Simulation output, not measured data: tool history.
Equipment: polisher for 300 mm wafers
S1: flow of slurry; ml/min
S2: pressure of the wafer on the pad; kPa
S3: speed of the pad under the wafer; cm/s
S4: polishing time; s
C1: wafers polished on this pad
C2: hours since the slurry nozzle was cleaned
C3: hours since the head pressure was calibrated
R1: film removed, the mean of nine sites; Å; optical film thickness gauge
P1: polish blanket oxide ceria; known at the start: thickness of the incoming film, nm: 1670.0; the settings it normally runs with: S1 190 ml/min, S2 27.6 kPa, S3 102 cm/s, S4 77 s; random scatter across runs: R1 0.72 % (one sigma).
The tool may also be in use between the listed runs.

Run 1, hour 9.2: S1 190 ml/min, S2 27.6 kPa, S3 102 cm/s, S4 77 s; C1 376; C2 568.6; C3 172.9. Result: R1 4351.0 Å.
Run 2, hour 20.9: S1 190 ml/min, S2 13.8 kPa, S3 102 cm/s, S4 77 s; C1 507; C2 580.3; C3 184.6. Result: R1 2135.7 Å.
Run 3, hour 28.9: S1 135 ml/min, S2 27.6 kPa, S3 102 cm/s, S4 35 s; C1 596; C2 588.3; C3 192.6. Result: R1 1863.5 Å.
Run 4, hour 36.4: S1 260 ml/min, S2 27.6 kPa, S3 102 cm/s, S4 77 s; C1 680; C2 595.8; C3 200.1. Result: R1 4406.7 Å.
Run 5, hour 46.1: S1 115 ml/min, S2 27.6 kPa, S3 102 cm/s, S4 57 s; C1 788; C2 605.5; C3 209.8. Result: R1 2906.4 Å.
Run 6, hour 55.2: S1 190 ml/min, S2 27.6 kPa, S3 46 cm/s, S4 77 s; C1 890; C2 614.6; C3 218.9. Result: R1 1945.1 Å.
Run 7, hour 65.8: S1 190 ml/min, S2 27.6 kPa, S3 102 cm/s, S4 77 s; C1 1008; C2 625.2; C3 229.5. Result: R1 4300.5 Å.
Run 8, hour 79.1: S1 190 ml/min, S2 27.6 kPa, S3 136 cm/s, S4 77 s; C1 1157; C2 638.5; C3 242.8. Result: R1 5748.2 Å.
Run 9, hour 88.0: S1 115 ml/min, S2 27.6 kPa, S3 102 cm/s, S4 77 s; C1 1256; C2 647.4; C3 251.7. Result: R1 3950.5 Å.
Run 10, hour 97.3: S1 190 ml/min, S2 27.6 kPa, S3 102 cm/s, S4 121 s; C1 1360; C2 656.7; C3 261.0. Result: R1 6816.3 Å.
Run 11, hour 106.7: S1 190 ml/min, S2 27.6 kPa, S3 102 cm/s, S4 77 s; C1 1465; C2 666.1; C3 270.4. Result: R1 4315.5 Å.
Run 12, hour 117.2: S1 190 ml/min, S2 27.6 kPa, S3 102 cm/s, S4 77 s; C1 1582; C2 676.6; C3 280.9. Result: R1 4271.7 Å.
Run 13, hour 126.2: S1 190 ml/min, S2 38.6 kPa, S3 102 cm/s, S4 77 s; C1 1683; C2 685.6; C3 289.9. Result: R1 6020.8 Å.
Run 14, hour 133.3: S1 190 ml/min, S2 27.6 kPa, S3 102 cm/s, S4 46 s; C1 1762; C2 692.7; C3 297.0. Result: R1 2538.0 Å.
Run 15, hour 141.6: S1 190 ml/min, S2 27.6 kPa, S3 102 cm/s, S4 77 s; C1 1855; C2 701.0; C3 305.3. Result: R1 4285.3 Å.
Run 16, hour 148.1: S1 190 ml/min, S2 27.6 kPa, S3 102 cm/s, S4 77 s; C1 1927; C2 707.5; C3 311.8. Result: R1 4275.0 Å.
Run 17, hour 155.2: S1 190 ml/min, S2 27.6 kPa, S3 102 cm/s, S4 77 s; C1 2007; C2 714.6; C3 318.9. Result: R1 4212.3 Å.
Run 18, hour 164.4: S1 190 ml/min, S2 27.6 kPa, S3 102 cm/s, S4 77 s; C1 2109; C2 723.8; C3 328.1. Result: R1 4142.6 Å.
Run 19, hour 177.5: S1 190 ml/min, S2 27.6 kPa, S3 102 cm/s, S4 77 s; C1 2256; C2 736.9; C3 341.2. Result: R1 4093.6 Å.
Run 20, hour 187.7: S1 190 ml/min, S2 27.6 kPa, S3 102 cm/s, S4 77 s; C1 2370; C2 747.1; C3 351.4. Result: R1 4059.7 Å.
At hour 193.1: worn pad replaced by a new one.
Run 21, hour 196.2: S1 190 ml/min, S2 27.6 kPa, S3 102 cm/s, S4 77 s; C1 35; C2 755.6; C3 359.9. Result: R1 4054.0 Å.
Run 22, hour 208.0: S1 190 ml/min, S2 27.6 kPa, S3 102 cm/s, S4 77 s; C1 167; C2 767.4; C3 371.7. Result: R1 4069.4 Å.
Run 23, hour 213.9: S1 190 ml/min, S2 27.6 kPa, S3 102 cm/s, S4 77 s; C1 232; C2 773.3; C3 377.6. Result: R1 4059.3 Å.
Run 24, hour 224.4: S1 190 ml/min, S2 27.6 kPa, S3 102 cm/s, S4 77 s; C1 350; C2 783.8; C3 388.1. Result: R1 4063.8 Å.

The next listed run, before its measurement:
Run 25, hour 231.7: S1 190 ml/min, S2 27.6 kPa, S3 102 cm/s, S4 77 s; C1 431; C2 791.1; C3 395.4. Result: R1 ?.

{"run 25": {"R1": 3976.0}}
